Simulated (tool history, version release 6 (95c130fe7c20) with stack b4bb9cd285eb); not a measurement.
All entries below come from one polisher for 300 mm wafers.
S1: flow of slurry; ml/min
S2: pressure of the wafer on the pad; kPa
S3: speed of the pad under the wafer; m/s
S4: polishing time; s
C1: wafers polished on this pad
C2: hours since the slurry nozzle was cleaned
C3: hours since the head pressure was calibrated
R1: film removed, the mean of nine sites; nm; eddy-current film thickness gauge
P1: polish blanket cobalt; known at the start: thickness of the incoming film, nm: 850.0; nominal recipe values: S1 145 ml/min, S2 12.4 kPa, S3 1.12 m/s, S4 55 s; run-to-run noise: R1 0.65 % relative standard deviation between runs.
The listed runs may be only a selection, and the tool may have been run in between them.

| run | hour | S1 | S2 | S3 | S4 | C1 | C2 | C3 | R1 |
|---|---|---|---|---|---|---|---|---|---|
| 1 | 7.1 | 145 | 12.4 | 1.12 | 55 | 396 | 229.4 | 220.4 | 325.49 |
| 2 | 12.2 | 85 | 12.4 | 1.12 | 55 | 450 | 234.5 | 225.5 | 288.77 |
| 3 | 16.7 | 145 | 12.4 | 1.12 | 55 | 497 | 239 | 230 | 323.62 |
| 4 | 25.3 | 145 | 16.5 | 1.12 | 36 | 588 | 247.6 | 238.6 | 282.77 |
| 5 | 34.5 | 145 | 7.6 | 1.12 | 55 | 684 | 256.8 | 247.8 | 197.83 |
| 6 | 39.5 | 200 | 12.4 | 1.12 | 55 | 737 | 261.8 | 252.8 | 340.76 |
| 7 | 45.1 | 145 | 12.4 | 1.12 | 55 | 796 | 267.4 | 258.4 | 327.59 |
| 8 | 54.4 | 145 | 12.4 | 1.12 | 55 | 894 | 276.7 | 267.7 | 325.14 |
| 9 | 60 | 145 | 18.6 | 1.12 | 55 | 953 | 282.3 | 273.3 | 488.64 |
| 10 | 65.1 | 145 | 12.4 | 1.12 | 78 | 1007 | 287.4 | 278.4 | 459.32 |
| 11 | 71 | 145 | 12.4 | 0.56 | 55 | 1069 | 293.3 | 284.3 | 163.3 |
| 12 | 78.8 | 145 | 12.4 | 1.12 | 25 | 1151 | 301.1 | 292.1 | 148.44 |
| 13 | 87.7 | 145 | 12.4 | 1.78 | 55 | 1245 | 310 | 301 | 517.59 |
| 14 | 95.9 | 145 | 12.4 | 1.12 | 55 | 1331 | 318.2 | 309.2 | 322.67 |
| 15 | 101.6 | 145 | 12.4 | 1.12 | 55 | 1391 | 323.9 | 314.9 | 320.35 |
| 16 | 108.9 | 145 | 12.4 | 1.12 | 55 | 1468 | 331.2 | 322.2 | 310.9 |
| 17 | 113.1 | 145 | 12.4 | 1.12 | 55 | 1512 | 335.4 | 326.4 | 308.48 |
| 18 | 120 | 145 | 12.4 | 1.12 | 55 | 1585 | 342.3 | 333.3 | 301.83 |
| 19 | 124.7 | 145 | 12.4 | 1.12 | 55 | 1634 | 347 | 338 | 307.45 |
|  | 128 | worn pad replaced by a new one |
| 20 | 130.9 | 145 | 12.4 | 1.12 | 55 | 31 | 353.2 | 344.2 | 298.69 |
| 21 | 135.2 | 145 | 12.4 | 1.12 | 55 | 76 | 357.5 | 348.5 | 300.78 |
| 22 | 141.7 | 145 | 12.4 | 1.12 | 55 | 144 | 364 | 355 | 301.59 |
| 23 | 151 | 145 | 12.4 | 1.12 | 55 | 242 | 373.3 | 364.3 | 299.86 |
| 24 | 155.7 | 145 | 12.4 | 1.12 | 55 | 292 | 378 | 369 | 298.45 |

The log shows P1 creeping away from where it was. Any of the 2 causes listed here, at the size stated for it, fits the log just as well as the others:
A: slurry flow missing at the pad, % = 32.1
B: head's pressure below its setpoint, % = 7.94
The gradual shift began around hour 95.9.
Each remaining cause and why it is not a fit:
removal rate lost through wear of the pad, %: serviced at hour 128, which brought nothing back

Each of the 4 check runs below uses one wafer; its results are left as question marks. Which run tells the causes apart?
| check 1 | 160.4 | 145 | 12.4 | 1.5 | 55 |  |  |  | ? |
| check 2 | 160.4 | 145 | 9 | 1.64 | 55 |  |  |  | ? |
| check 3 | 160.4 | 85 | 9 | 1.12 | 55 |  |  |  | ? |
| check 4 | 160.4 | 145 | 15.2 | 1.12 | 28 |  |  |  | ? |

Predicted outcomes, by check and by cause:
| check | result | if A | if B |
|---|---|---|---|
| check 1 | R1 | 400.23 | 400.22 |
| check 2 | R1 | 316.03 | 316.03 |
| check 3 | R1 | 181.87 | 190.97 |
| check 4 | R1 | 185.94 | 185.94 |
How far apart the two closest causes lie, in the result that separates them most: check 1 0 %; check 2 0 %; check 3 4.88 %; check 4 0 %
Check 3 is the one run that separates the causes; every other check would come out nearly the same whichever cause is at work.

After running check 3, the following was obtained: R1 182 nm. Which cause does this point to?

It is A: slurry flow missing at the pad, %.
